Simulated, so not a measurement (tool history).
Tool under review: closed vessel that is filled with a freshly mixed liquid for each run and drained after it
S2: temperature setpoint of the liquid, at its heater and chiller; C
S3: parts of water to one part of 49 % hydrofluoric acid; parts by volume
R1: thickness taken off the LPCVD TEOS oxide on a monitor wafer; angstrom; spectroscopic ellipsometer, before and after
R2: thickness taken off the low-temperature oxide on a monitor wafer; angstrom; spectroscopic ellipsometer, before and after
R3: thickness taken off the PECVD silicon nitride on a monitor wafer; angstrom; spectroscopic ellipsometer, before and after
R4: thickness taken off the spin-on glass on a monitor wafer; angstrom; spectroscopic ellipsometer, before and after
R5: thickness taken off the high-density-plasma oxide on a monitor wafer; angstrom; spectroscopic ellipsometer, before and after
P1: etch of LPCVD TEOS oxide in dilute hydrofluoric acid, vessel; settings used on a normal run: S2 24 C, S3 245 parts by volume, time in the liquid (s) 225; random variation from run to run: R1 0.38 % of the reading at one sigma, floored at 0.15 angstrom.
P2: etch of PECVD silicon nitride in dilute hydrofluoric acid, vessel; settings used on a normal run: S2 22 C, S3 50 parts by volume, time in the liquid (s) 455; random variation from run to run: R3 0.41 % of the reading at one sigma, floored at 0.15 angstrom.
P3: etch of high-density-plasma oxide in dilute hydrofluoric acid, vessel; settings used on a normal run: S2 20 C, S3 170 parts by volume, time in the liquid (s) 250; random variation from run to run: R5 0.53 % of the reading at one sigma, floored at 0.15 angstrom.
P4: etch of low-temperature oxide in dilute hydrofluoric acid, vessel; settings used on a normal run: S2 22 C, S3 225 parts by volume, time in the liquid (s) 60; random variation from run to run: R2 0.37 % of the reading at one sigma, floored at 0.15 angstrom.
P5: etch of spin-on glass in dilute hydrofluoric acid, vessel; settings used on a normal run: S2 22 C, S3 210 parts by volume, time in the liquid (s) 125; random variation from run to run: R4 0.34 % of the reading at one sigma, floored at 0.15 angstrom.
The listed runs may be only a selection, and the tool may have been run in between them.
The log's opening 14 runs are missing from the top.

Run 15, hour 123.9: process that ran P2, S2 22 C, S3 50 parts by volume, time in the liquid (s) 185. Result: R3 153.65 angstrom.
Run 16, hour 130.7: process that ran P5, S2 22 C, S3 210 parts by volume, time in the liquid (s) 125. Result: R4 146.88 angstrom.
At hour 132: thermometer replaced.
Run 17, hour 141.2: process that ran P3, S2 20 C, S3 170 parts by volume, time in the liquid (s) 250. Result: R5 82.624 angstrom.
Run 18, hour 151.8: process that ran P3, S2 27.5 C, S3 170 parts by volume, time in the liquid (s) 250. Result: R5 108.97 angstrom.
Run 19, hour 163.6: process that ran P1, S2 30 C, S3 385 parts by volume, time in the liquid (s) 225. Result: R1 89.426 angstrom.
Run 20, hour 176.5: process that ran P5, S2 22 C, S3 210 parts by volume, time in the liquid (s) 210. Result: R4 246.6 angstrom.
Run 21, hour 182.6: process that ran P1, S2 32 C, S3 245 parts by volume, time in the liquid (s) 225. Result: R1 174.14 angstrom.
Run 22, hour 192.6: process that ran P1, S2 24 C, S3 245 parts by volume, time in the liquid (s) 225. Result: R1 132.73 angstrom.
Run 23, hour 203.7: process that ran P3, S2 20 C, S3 170 parts by volume, time in the liquid (s) 95. Result: R5 31.475 angstrom.

Estimate the outcome of run 24 from the log above:
Run 24, hour 216.3: process that ran P1, S2 24 C, S3 245 parts by volume, time in the liquid (s) 225. Result: R1 ?.

Run 24 gave R1 133.59 angstrom.

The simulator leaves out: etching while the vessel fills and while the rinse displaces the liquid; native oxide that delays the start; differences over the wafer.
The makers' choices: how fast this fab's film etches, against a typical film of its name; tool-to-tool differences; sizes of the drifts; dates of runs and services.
